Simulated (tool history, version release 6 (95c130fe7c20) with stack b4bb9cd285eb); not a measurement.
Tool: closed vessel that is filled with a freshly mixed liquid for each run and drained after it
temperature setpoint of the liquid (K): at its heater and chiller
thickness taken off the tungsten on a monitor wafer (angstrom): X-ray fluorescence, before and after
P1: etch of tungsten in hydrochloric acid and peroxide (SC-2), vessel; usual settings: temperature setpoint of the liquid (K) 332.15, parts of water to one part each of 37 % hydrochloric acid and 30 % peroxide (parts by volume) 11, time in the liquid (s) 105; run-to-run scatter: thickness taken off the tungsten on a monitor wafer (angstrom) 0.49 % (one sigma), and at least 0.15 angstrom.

| run | day | temperature setpoint of the liquid (K) | parts of water to one part each of 37 % hydrochloric acid and 30 % peroxide (parts by volume) | time in the liquid (s) | hours since the thermometer was replaced | hours since the chemicals flow meter was replaced | hours since the drum of peroxide was connected | thickness taken off the tungsten on a monitor wafer (angstrom) |
|---|---|---|---|---|---|---|---|---|
| 1 | 0.321 | 332.15 | 11 | 105 | 294.6 | 1253.2 | 276.9 | 256.78 |
| 2 | 0.842 | 332.15 | 11 | 105 | 307.1 | 1265.7 | 289.4 | 254.9 |
| 3 | 1.283 | 332.15 | 4 | 105 | 317.7 | 1276.3 | 300 | 553.66 |
| 4 | 1.817 | 332.15 | 11 | 45 | 330.5 | 1289.1 | 312.8 | 108.63 |
| 5 | 2.167 | 332.15 | 6.5 | 55 | 338.9 | 1297.5 | 321.2 | 204.11 |
| 6 | 2.6 | 332.15 | 11 | 105 | 349.3 | 1307.9 | 331.6 | 256.51 |
| 7 | 2.888 | 332.15 | 18 | 105 | 356.2 | 1314.8 | 338.5 | 166.05 |
| 8 | 3.371 | 332.15 | 11 | 105 | 367.8 | 1326.4 | 350.1 | 255.6 |
|  | 3.621 | thermometer replaced |
| 9 | 3.933 | 316.15 | 11 | 105 | 7.5 | 1339.9 | 363.6 | 87.659 |
| 10 | 4.4 | 342.65 | 11 | 105 | 18.7 | 1351.1 | 374.8 | 487.21 |
| 11 | 4.75 | 332.15 | 11 | 205 | 27.1 | 1359.5 | 383.2 | 497.15 |
|  | 5.271 | new drum of peroxide connected |
| 12 | 5.342 | 317.15 | 17.5 | 105 | 41.3 | 1373.7 | 1.8 | 62.77 |
| 13 | 5.942 | 332.15 | 11 | 105 | 55.7 | 1388.1 | 16.2 | 256.6 |

Run 14 comes next. What will it give?
| 14 | 6.517 | 332.15 | 11 | 105 | 69.5 | 1401.9 | 30 | ? |

thickness taken off the tungsten on a monitor wafer (angstrom): 240.81
